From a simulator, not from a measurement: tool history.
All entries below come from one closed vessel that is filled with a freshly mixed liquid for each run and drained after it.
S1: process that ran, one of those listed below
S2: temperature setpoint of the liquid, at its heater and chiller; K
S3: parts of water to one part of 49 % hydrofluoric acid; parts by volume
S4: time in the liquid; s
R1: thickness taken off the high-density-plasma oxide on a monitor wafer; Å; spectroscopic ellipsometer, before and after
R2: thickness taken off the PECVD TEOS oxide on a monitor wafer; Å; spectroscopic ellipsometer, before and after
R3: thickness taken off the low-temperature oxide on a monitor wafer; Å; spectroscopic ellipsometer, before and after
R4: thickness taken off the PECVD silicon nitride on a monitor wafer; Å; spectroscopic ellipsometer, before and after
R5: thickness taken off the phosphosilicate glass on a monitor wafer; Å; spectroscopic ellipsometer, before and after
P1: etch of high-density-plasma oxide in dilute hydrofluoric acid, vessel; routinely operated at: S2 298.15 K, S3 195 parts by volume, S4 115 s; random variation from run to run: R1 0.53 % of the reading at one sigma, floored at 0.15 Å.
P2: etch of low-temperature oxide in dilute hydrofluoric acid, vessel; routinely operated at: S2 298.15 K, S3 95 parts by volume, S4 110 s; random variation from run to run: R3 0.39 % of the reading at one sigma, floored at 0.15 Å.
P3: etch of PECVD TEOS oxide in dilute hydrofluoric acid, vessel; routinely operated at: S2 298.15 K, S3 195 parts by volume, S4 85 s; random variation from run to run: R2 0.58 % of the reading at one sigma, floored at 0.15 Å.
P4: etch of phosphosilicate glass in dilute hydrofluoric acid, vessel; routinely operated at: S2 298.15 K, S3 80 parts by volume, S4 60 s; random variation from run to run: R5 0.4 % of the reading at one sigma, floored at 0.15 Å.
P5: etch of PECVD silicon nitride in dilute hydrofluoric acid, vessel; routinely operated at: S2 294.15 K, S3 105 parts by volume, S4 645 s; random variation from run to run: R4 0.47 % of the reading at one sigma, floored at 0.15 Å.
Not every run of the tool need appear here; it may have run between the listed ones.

| run | hour | S1 | S2 | S3 | S4 | R1 | R2 | R3 | R4 | R5 |
|---|---|---|---|---|---|---|---|---|---|---|
| 1 | 19 | P1 | 298.15 | 195 | 115 | 45.475 |  |  |  |  |
| 2 | 37.1 | P1 | 301.65 | 195 | 200 | 89.704 |  |  |  |  |
| 3 | 52.7 | P3 | 298.15 | 195 | 85 |  | 47.276 |  |  |  |
| 4 | 70.6 | P2 | 298.15 | 175 | 110 |  |  | 79.35 |  |  |
| 5 | 86.9 | P1 | 298.15 | 195 | 115 | 44.936 |  |  |  |  |
| 6 | 100.6 | P5 | 290.15 | 105 | 645 |  |  |  | 63.362 |  |
| 7 | 112.4 | P3 | 291.15 | 195 | 85 |  | 36.301 |  |  |  |
| 8 | 131.2 | P1 | 298.15 | 195 | 115 | 46.377 |  |  |  |  |
| 9 | 144.7 | P4 | 306.65 | 80 | 60 |  |  |  |  | 667.11 |
| 10 | 154.1 | P3 | 298.15 | 350 | 85 |  | 22.638 |  |  |  |
|  | 167.3 | thermometer replaced |
| 11 | 167.7 | P1 | 298.15 | 195 | 220 | 86.732 |  |  |  |  |
| 12 | 179.8 | P4 | 298.15 | 140 | 60 |  |  |  |  | 255.99 |
| 13 | 190.1 | P5 | 294.15 | 175 | 645 |  |  |  | 50.292 |  |
| 14 | 208 | P4 | 298.15 | 80 | 90 |  |  |  |  | 724.67 |
| 15 | 218.9 | P2 | 304.65 | 95 | 110 |  |  | 203.95 |  |  |
| 16 | 237 | P4 | 298.15 | 80 | 60 |  |  |  |  | 482.58 |
| 17 | 247.5 | P1 | 302.15 | 195 | 205 | 93.567 |  |  |  |  |
| 18 | 263.6 | P1 | 298.15 | 195 | 40 | 15.71 |  |  |  |  |
| 19 | 272.5 | P1 | 298.15 | 195 | 115 | 45.641 |  |  |  |  |
|  | 287.5 | hydrofluoric acid flow meter replaced |
| 20 | 288.7 | P1 | 298.15 | 40 | 115 | 267.61 |  |  |  |  |
| 21 | 302.1 | P2 | 298.15 | 95 | 110 |  |  | 158.99 |  |  |
| 22 | 316.5 | P3 | 298.15 | 195 | 85 |  | 47.667 |  |  |  |
| 23 | 333.1 | P2 | 298.15 | 95 | 190 |  |  | 275.18 |  |  |
| 24 | 349.9 | P5 | 294.15 | 105 | 30 |  |  |  | 4.1714 |  |
| 25 | 361.5 | P4 | 298.15 | 80 | 60 |  |  |  |  | 480.35 |
| 26 | 370.7 | P1 | 291.65 | 195 | 115 | 35.211 |  |  |  |  |
| 27 | 388 | P1 | 298.15 | 195 | 115 | 46.341 |  |  |  |  |
| 28 | 405.9 | P3 | 298.15 | 195 | 30 |  | 16.671 |  |  |  |
| 29 | 418.8 | P1 | 303.65 | 195 | 115 | 55.705 |  |  |  |  |
| 30 | 434.8 | P1 | 298.15 | 280 | 115 | 29.165 |  |  |  |  |
| 31 | 451.3 | P5 | 294.15 | 105 | 645 |  |  |  | 82.975 |  |
| 32 | 463.3 | P1 | 298.15 | 195 | 115 | 44.924 |  |  |  |  |
| 33 | 472.1 | P1 | 298.15 | 195 | 115 | 46.621 |  |  |  |  |
| 34 | 484.7 | P1 | 298.15 | 195 | 115 | 46.822 |  |  |  |  |
| 35 | 496.6 | P1 | 298.15 | 195 | 115 | 47.721 |  |  |  |  |
| 36 | 514.7 | P1 | 298.15 | 195 | 115 | 48.136 |  |  |  |  |
| 37 | 526.6 | P1 | 298.15 | 195 | 115 | 48.128 |  |  |  |  |
| 38 | 535.8 | P1 | 298.15 | 195 | 115 | 47.815 |  |  |  |  |
| 39 | 549.2 | P1 | 298.15 | 195 | 115 | 48.471 |  |  |  |  |
| 40 | 564.7 | P1 | 298.15 | 195 | 115 | 48.736 |  |  |  |  |

What P1 gives has crept away from where it was. These 2 causes fit the log equally well, each at the size given:
A: liquid hotter than its thermometer reads (K) = 1.56
B: hydrofluoric acid flow above the setpoint (%) = 4.79
Onset of the creep was near hour 463.3.

Consider the 4 check runs below, whose results appear as question marks and each of which averages 3 wafers. Which one distinguishes the causes, in that each cause would give it a clearly different result?
| check 1 | 580.2 | P3 | 298.15 | 330 | 85 |  | ? |  |  |  |
| check 2 | 580.2 | P2 | 302.15 | 175 | 110 |  |  | ? |  |  |
| check 3 | 580.2 | P4 | 304.65 | 120 | 60 |  |  |  |  | ? |
| check 4 | 580.2 | P5 | 294.15 | 155 | 125 |  |  |  | ? |  |

What each check would give under each cause:
| check | result | if A | if B |
|---|---|---|---|
| check 1 | R2 | 25.618 | 25.86 |
| check 2 | R3 | 96.143 | 96.302 |
| check 3 | R5 | 412.13 | 411.48 |
| check 4 | R4 | 12.213 | 11.541 |
Gap, in per cent, between the two causes that each check separates least, read from the result that separates them most: check 1 0.94 %; check 2 0.17 %; check 3 0.16 %; check 4 5.66 %
Only check 4 tells the causes apart: in the others they would give nearly the same result.

Running check 4 produced the following: R4 12.26 Å. Which one of the listed causes fits?

It was cause A: liquid hotter than its thermometer reads (K).

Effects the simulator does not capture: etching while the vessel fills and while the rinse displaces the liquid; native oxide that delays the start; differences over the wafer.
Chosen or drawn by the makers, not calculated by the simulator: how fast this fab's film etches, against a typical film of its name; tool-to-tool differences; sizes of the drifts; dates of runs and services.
